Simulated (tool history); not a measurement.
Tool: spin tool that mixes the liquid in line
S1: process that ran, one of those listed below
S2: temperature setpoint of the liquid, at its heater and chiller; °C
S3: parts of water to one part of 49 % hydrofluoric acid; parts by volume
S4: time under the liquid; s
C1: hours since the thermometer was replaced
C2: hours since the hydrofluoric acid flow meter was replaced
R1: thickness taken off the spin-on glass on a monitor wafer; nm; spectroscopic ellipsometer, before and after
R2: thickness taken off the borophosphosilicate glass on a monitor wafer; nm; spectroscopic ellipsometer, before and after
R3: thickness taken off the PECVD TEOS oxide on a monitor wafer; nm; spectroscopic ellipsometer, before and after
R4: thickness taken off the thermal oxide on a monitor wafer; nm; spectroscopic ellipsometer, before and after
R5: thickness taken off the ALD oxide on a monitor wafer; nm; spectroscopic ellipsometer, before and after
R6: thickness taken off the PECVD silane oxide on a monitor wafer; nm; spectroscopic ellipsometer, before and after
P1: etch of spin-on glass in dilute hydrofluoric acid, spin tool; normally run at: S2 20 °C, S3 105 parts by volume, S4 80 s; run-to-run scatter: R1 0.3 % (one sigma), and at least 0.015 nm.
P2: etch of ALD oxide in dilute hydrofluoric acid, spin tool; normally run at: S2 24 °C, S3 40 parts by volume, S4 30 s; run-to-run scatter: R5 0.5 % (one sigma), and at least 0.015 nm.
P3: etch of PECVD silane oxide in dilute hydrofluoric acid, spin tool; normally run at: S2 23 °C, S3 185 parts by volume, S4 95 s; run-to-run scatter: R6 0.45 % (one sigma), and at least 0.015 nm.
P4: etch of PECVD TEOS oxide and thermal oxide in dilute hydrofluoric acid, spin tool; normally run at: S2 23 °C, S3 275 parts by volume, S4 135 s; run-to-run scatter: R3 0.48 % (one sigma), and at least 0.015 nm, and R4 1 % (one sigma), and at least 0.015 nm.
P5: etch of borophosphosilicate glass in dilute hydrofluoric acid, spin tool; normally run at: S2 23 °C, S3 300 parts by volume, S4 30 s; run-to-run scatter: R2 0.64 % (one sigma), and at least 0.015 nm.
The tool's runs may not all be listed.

| run | hour | S1 | S2 | S3 | S4 | C1 | C2 | R1 | R2 | R3 | R4 | R5 | R6 |
|---|---|---|---|---|---|---|---|---|---|---|---|---|---|
| 1 | 14.1 | P1 | 20 | 105 | 80 | 440.6 | 476.1 | 38.479 |  |  |  |  |  |
| 2 | 20.6 | P1 | 20 | 50 | 80 | 447.1 | 482.6 | 86.525 |  |  |  |  |  |
| 3 | 29.9 | P1 | 17 | 105 | 80 | 456.4 | 491.9 | 34.093 |  |  |  |  |  |
| 4 | 41.8 | P5 | 23 | 300 | 30 | 468.3 | 503.8 |  | 4.7099 |  |  |  |  |
| 5 | 48.8 | P4 | 23 | 105 | 135 | 475.3 | 510.8 |  |  | 14.23 | 6.3458 |  |  |
| 6 | 56.1 | P2 | 30 | 40 | 30 | 482.6 | 518.1 |  |  |  |  | 17.42 |  |
| 7 | 68.4 | P1 | 20 | 105 | 80 | 494.9 | 530.4 | 38.411 |  |  |  |  |  |
| 8 | 79.7 | P5 | 23 | 300 | 30 | 506.2 | 541.7 |  | 4.666 |  |  |  |  |
| 9 | 93.6 | P1 | 20 | 105 | 80 | 520.1 | 555.6 | 38.666 |  |  |  |  |  |
| 10 | 106.7 | P1 | 20 | 105 | 80 | 533.2 | 568.7 | 38.47 |  |  |  |  |  |
| 11 | 120.3 | P4 | 23 | 275 | 135 | 546.8 | 582.3 |  |  | 4.5195 | 2.0625 |  |  |
| 12 | 134.5 | P4 | 28 | 275 | 135 | 561 | 596.5 |  |  | 5.2938 | 2.3874 |  |  |
| 13 | 143.4 | P1 | 20 | 105 | 120 | 569.9 | 605.4 | 57.914 |  |  |  |  |  |
| 14 | 156.9 | P5 | 30 | 300 | 30 | 583.4 | 618.9 |  | 5.9158 |  |  |  |  |
| 15 | 163.7 | P3 | 23 | 185 | 95 | 590.2 | 625.7 |  |  |  |  |  | 11.213 |
| 16 | 174.8 | P3 | 29 | 185 | 95 | 601.3 | 636.8 |  |  |  |  |  | 13.911 |
| 17 | 185 | P4 | 23 | 275 | 25 | 611.5 | 647 |  |  | 0.8058 | 0.36955 |  |  |
| 18 | 198.8 | P1 | 27.5 | 105 | 80 | 625.3 | 660.8 | 51.88 |  |  |  |  |  |
| 19 | 210.7 | P1 | 20 | 105 | 15 | 637.2 | 672.7 | 7.1975 |  |  |  |  |  |
| 20 | 224.9 | P1 | 20 | 105 | 80 | 651.4 | 686.9 | 38.429 |  |  |  |  |  |
| 21 | 237.1 | P2 | 24 | 40 | 45 | 663.6 | 699.1 |  |  |  |  | 20.429 |  |
| 22 | 250.4 | P3 | 23 | 185 | 95 | 676.9 | 712.4 |  |  |  |  |  | 11.131 |
| 23 | 262.5 | P5 | 23 | 300 | 55 | 689 | 724.5 |  | 8.4983 |  |  |  |  |
| 24 | 271.6 | P1 | 17 | 170 | 80 | 698.1 | 733.6 | 19.682 |  |  |  |  |  |
| 25 | 284.3 | P3 | 23 | 185 | 15 | 710.8 | 746.3 |  |  |  |  |  | 1.7876 |
| 26 | 291.2 | P1 | 20 | 105 | 80 | 717.7 | 753.2 | 38.595 |  |  |  |  |  |
| 27 | 300.3 | P1 | 20 | 155 | 80 | 726.8 | 762.3 | 24.674 |  |  |  |  |  |
| 28 | 308.6 | P5 | 23 | 520 | 30 | 735.1 | 770.6 |  | 2.2313 |  |  |  |  |
| 29 | 318.7 | P2 | 24 | 60 | 30 | 745.2 | 780.7 |  |  |  |  | 8.8062 |  |
| 30 | 328.3 | P4 | 23 | 275 | 135 | 754.8 | 790.3 |  |  | 4.5486 | 1.9963 |  |  |
| 31 | 342.1 | P3 | 23 | 45 | 95 | 768.6 | 804.1 |  |  |  |  |  | 54.502 |
| 32 | 348.8 | P2 | 24 | 40 | 30 | 775.3 | 810.8 |  |  |  |  | 13.651 |  |
| 33 | 362.3 | P2 | 24 | 40 | 30 | 788.8 | 824.3 |  |  |  |  | 13.557 |  |
| 34 | 371 | P1 | 20 | 105 | 80 | 797.5 | 833 | 38.655 |  |  |  |  |  |
| 35 | 379.5 | P1 | 20 | 105 | 80 | 806 | 841.5 | 39.316 |  |  |  |  |  |

Run 36 comes next. What will it give?
| 36 | 393.5 | P1 | 20 | 105 | 80 | 820 | 855.5 | ? |  |  |  |  |  |

R1: 40.53 nm
